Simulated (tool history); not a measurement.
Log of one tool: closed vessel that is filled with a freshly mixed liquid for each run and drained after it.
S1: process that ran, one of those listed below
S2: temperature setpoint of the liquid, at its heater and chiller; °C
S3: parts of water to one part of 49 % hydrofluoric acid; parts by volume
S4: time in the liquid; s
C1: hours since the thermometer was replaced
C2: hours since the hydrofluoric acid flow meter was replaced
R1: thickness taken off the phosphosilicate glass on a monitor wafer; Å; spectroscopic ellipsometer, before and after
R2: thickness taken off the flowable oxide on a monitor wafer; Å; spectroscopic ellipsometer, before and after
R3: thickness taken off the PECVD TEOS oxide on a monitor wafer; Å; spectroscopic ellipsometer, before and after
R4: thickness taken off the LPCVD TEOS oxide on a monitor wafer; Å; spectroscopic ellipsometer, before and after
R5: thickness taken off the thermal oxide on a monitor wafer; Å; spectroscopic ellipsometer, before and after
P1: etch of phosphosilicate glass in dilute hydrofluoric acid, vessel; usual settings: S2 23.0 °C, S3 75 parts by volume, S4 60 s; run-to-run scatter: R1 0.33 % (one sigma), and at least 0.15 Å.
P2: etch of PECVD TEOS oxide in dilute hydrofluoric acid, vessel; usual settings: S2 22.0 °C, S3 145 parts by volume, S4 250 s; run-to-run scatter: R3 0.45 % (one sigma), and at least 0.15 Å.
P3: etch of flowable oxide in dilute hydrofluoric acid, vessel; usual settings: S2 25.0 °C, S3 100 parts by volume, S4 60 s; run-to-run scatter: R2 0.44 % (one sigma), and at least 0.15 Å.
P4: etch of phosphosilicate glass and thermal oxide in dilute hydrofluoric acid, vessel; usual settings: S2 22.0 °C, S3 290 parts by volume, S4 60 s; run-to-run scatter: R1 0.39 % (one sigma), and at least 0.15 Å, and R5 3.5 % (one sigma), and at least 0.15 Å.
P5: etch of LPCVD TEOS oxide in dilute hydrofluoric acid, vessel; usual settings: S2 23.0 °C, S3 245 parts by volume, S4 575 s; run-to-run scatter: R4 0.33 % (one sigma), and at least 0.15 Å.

run 1 hour=4.3 | S1=P1 S2=23.0 S3=75 S4=60 | C1=1097.4 C2=216.7 | R1=1565.80
run 2 hour=9.3 | S1=P1 S2=23.0 S3=105 S4=95 | C1=1102.4 C2=221.7 | R1=1700.80
run 3 hour=14.5 | S1=P3 S2=25.0 S3=100 S4=60 | C1=1107.6 C2=226.9 | R2=334.77
run 4 hour=19.8 | S1=P1 S2=23.0 S3=75 S4=100 | C1=1112.9 C2=232.2 | R1=2605.60
run 5 hour=24.1 | S1=P1 S2=23.0 S3=75 S4=30 | C1=1117.2 C2=236.5 | R1=781.57
run 6 hour=28.5 | S1=P2 S2=22.0 S3=40 S4=250 | C1=1121.6 C2=240.9 | R3=706.420
run 7 hour=31.4 | S1=P1 S2=23.0 S3=75 S4=60 | C1=1124.5 C2=243.8 | R1=1570.60
run 8 hour=36.6 | S1=P5 S2=23.0 S3=425 S4=575 | C1=1129.7 C2=249.0 | R4=155.89
run 9 hour=42.5 | S1=P3 S2=25.0 S3=25 S4=60 | C1=1135.6 C2=254.9 | R2=1482.50
run 10 hour=45.4 | S1=P1 S2=23.0 S3=115 S4=60 | C1=1138.5 C2=257.8 | R1=973.14
run 11 hour=49.1 | S1=P2 S2=22.0 S3=145 S4=60 | C1=1142.2 C2=261.5 | R3=41.507
run 12 hour=54.6 | S1=P2 S2=17.0 S3=145 S4=250 | C1=1147.7 C2=267.0 | R3=139.530
run 13 hour=59.4 | S1=P1 S2=23.0 S3=75 S4=60 | C1=1152.5 C2=271.8 | R1=1571.70
run 14 hour=63.6 | S1=P2 S2=22.0 S3=145 S4=250 | C1=1156.7 C2=276.0 | R3=172.560
run 15 hour=67.5 | S1=P1 S2=17.0 S3=20 S4=60 | C1=1160.6 C2=279.9 | R1=4853.90
run 16 hour=70.6 | S1=P3 S2=25.0 S3=100 S4=60 | C1=1163.7 C2=283.0 | R2=335.80
run 17 hour=75.1 | S1=P1 S2=29.5 S3=75 S4=105 | C1=1168.2 C2=287.5 | R1=3549.90
-- hour=77.6 thermometer replaced
run 18 hour=80.7 | S1=P3 S2=25.0 S3=100 S4=105 | C1=3.2 C2=293.1 | R2=583.28
run 19 hour=84.4 | S1=P3 S2=30.0 S3=100 S4=60 | C1=6.9 C2=296.8 | R2=404.05
run 20 hour=87.5 | S1=P4 S2=22.0 S3=290 S4=60 | C1=10.0 C2=299.9 | R1=308.63 R5=8.4646
run 21 hour=90.3 | S1=P1 S2=23.0 S3=75 S4=60 | C1=12.8 C2=302.7 | R1=1553.00
run 22 hour=95.6 | S1=P1 S2=23.0 S3=75 S4=60 | C1=18.1 C2=308.0 | R1=1563.50
run 23 hour=99.7 | S1=P5 S2=31.0 S3=245 S4=575 | C1=22.2 C2=312.1 | R4=421.43
run 24 hour=103.4 | S1=P4 S2=22.0 S3=290 S4=60 | C1=25.9 C2=315.8 | R1=307.37 R5=7.8692
run 25 hour=106.4 | S1=P1 S2=23.0 S3=75 S4=60 | C1=28.9 C2=318.8 | R1=1563.30
run 26 hour=111.2 | S1=P1 S2=27.5 S3=75 S4=60 | C1=33.7 C2=323.6 | R1=1868.20
run 27 hour=114.3 | S1=P5 S2=23.0 S3=245 S4=270 | C1=36.8 C2=326.7 | R4=150.63
run 28 hour=119.9 | S1=P1 S2=19.0 S3=75 S4=60 | C1=42.4 C2=332.3 | R1=1321.20
run 29 hour=124.5 | S1=P1 S2=23.0 S3=20 S4=60 | C1=47.0 C2=336.9 | R1=6288.40
run 30 hour=128.7 | S1=P5 S2=23.0 S3=245 S4=575 | C1=51.2 C2=341.1 | R4=318.38
run 31 hour=133.6 | S1=P4 S2=22.0 S3=80 S4=60 | C1=56.1 C2=346.0 | R1=1393.80 R5=37.3190
run 32 hour=137.5 | S1=P4 S2=22.0 S3=290 S4=110 | C1=60.0 C2=349.9 | R1=560.40 R5=15.2120
run 33 hour=140.9 | S1=P4 S2=17.0 S3=290 S4=60 | C1=63.4 C2=353.3 | R1=254.85 R5=6.7031
run 34 hour=145.5 | S1=P5 S2=23.0 S3=245 S4=575 | C1=68.0 C2=357.9 | R4=320.38
run 35 hour=149.8 | S1=P1 S2=23.0 S3=75 S4=60 | C1=72.3 C2=362.2 | R1=1566.90
run 36 hour=153.2 | S1=P1 S2=23.0 S3=75 S4=60 | C1=75.7 C2=365.6 | R1=1518.80
run 37 hour=156.9 | S1=P1 S2=23.0 S3=75 S4=60 | C1=79.4 C2=369.3 | R1=1481.60
run 38 hour=162.2 | S1=P1 S2=23.0 S3=75 S4=60 | C1=84.7 C2=374.6 | R1=1461.20
run 39 hour=164.9 | S1=P1 S2=23.0 S3=75 S4=60 | C1=87.4 C2=377.3 | R1=1458.60
run 40 hour=170.0 | S1=P1 S2=23.0 S3=75 S4=60 | C1=92.5 C2=382.4 | R1=1453.50
run 41 hour=175.7 | S1=P1 S2=23.0 S3=75 S4=60 | C1=98.2 C2=388.1 | R1=1443.00

What P1 gives has crept away from where it was. These 2 causes fit the log equally well, each at the size given:
A: liquid colder than its thermometer reads (K) = 1.9
B: hydrofluoric acid flow below the setpoint (%) = 6.85
The creep began at about hour 149.8.

4 check runs are offered, one wafer each, their results left as question marks. Which one tells the causes apart?
run check 1 hour=181.4 | S1=P5 S2=23.0 S3=420 S4=575 | R4=?
run check 2 hour=181.4 | S1=P2 S2=22.0 S3=40 S4=250 | R3=?
run check 3 hour=181.4 | S1=P4 S2=22.0 S3=165 S4=80 | R1=? R5=?
run check 4 hour=181.4 | S1=P3 S2=29.5 S3=100 S4=105 | R2=?

What each check would give under each cause:
check=check_1 result=R4 if_A=148.95 if_B=143.98
check=check_2 result=R3 if_A=651.730 if_B=655.630
check=check_3 result=R1 if_A=755.89 if_B=748.59
check=check_3 result=R5 if_A=20.0090 if_B=19.8150
check=check_4 result=R2 if_A=647.45 if_B=641.69
How far apart the two closest causes lie, in the result that separates them most: check 1 3.39 %; check 2 0.6 %; check 3 0.97 %; check 4 0.89 %
Check 1 tells the causes apart: in the others they would give nearly the same result.

Then check 1 was run and gave: R4 144.21 Å. Which cause is it?

It is B: hydrofluoric acid flow below the setpoint (%).

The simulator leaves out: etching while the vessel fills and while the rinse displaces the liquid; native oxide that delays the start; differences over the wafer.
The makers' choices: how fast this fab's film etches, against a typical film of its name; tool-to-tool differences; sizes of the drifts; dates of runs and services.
